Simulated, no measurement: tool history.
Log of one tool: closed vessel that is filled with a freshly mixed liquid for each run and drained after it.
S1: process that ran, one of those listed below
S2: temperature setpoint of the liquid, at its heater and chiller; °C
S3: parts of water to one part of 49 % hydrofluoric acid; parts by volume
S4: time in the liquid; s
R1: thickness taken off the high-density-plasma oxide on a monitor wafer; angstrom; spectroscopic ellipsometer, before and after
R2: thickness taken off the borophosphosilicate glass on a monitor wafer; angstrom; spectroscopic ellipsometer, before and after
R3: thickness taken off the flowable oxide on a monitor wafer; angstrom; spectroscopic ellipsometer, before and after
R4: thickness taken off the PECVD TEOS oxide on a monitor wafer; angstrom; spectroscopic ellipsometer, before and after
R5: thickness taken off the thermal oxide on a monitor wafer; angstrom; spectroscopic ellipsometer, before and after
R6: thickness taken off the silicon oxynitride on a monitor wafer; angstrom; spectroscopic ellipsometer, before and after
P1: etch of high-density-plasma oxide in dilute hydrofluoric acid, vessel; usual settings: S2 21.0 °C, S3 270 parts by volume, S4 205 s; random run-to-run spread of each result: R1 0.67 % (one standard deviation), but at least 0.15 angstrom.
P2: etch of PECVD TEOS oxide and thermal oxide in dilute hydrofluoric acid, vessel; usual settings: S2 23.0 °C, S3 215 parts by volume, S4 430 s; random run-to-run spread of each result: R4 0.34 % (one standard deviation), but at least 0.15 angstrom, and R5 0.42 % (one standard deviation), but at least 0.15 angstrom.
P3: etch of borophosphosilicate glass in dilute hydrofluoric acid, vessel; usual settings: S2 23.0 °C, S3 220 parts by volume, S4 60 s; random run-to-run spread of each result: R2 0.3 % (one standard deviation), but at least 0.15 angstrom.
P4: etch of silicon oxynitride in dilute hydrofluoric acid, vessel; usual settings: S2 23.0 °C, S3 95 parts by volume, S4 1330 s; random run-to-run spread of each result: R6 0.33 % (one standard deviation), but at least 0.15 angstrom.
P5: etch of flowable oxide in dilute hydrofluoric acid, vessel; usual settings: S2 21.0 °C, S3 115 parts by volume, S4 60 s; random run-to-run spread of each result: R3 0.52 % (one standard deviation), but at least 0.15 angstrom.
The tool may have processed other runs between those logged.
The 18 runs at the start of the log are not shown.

| run | day | S1 | S2 | S3 | S4 | R1 | R2 | R3 | R4 | R5 | R6 |
|---|---|---|---|---|---|---|---|---|---|---|---|
| 19 | 7.796 | P3 | 23.0 | 305 | 60 |  | 89.448 |  |  |  |  |
| 20 | 8.133 | P1 | 21.0 | 270 | 385 | 78.8640 |  |  |  |  |  |
| 21 | 8.483 | P3 | 17.0 | 220 | 60 |  | 107.510 |  |  |  |  |
| 22 | 8.804 | P1 | 24.5 | 270 | 205 | 47.3680 |  |  |  |  |  |
| 23 | 9.221 | P4 | 23.0 | 20 | 1330 |  |  |  |  |  | 1417.50 |
| 24 | 9.567 | P4 | 23.0 | 95 | 2055 |  |  |  |  |  | 436.33 |
| 25 | 9.975 | P1 | 21.0 | 270 | 205 | 42.4020 |  |  |  |  |  |
| 26 | 10.383 | P2 | 23.0 | 90 | 430 |  |  |  | 702.75 | 224.750 |  |
| 27 | 10.917 | P1 | 17.0 | 270 | 205 | 37.0150 |  |  |  |  |  |
| 28 | 11.317 | P4 | 23.0 | 95 | 1330 |  |  |  |  |  | 284.42 |
| 29 | 11.567 | P4 | 23.0 | 95 | 1330 |  |  |  |  |  | 283.04 |
| 30 | 11.821 | P1 | 21.0 | 60 | 205 | 237.1000 |  |  |  |  |  |

Run 31 comes next. What will it give?
| 31 | 12.200 | P2 | 30.5 | 215 | 430 |  |  |  | ? | ? |  |

R4: 334.48 angstrom
R5: 106.580 angstrom
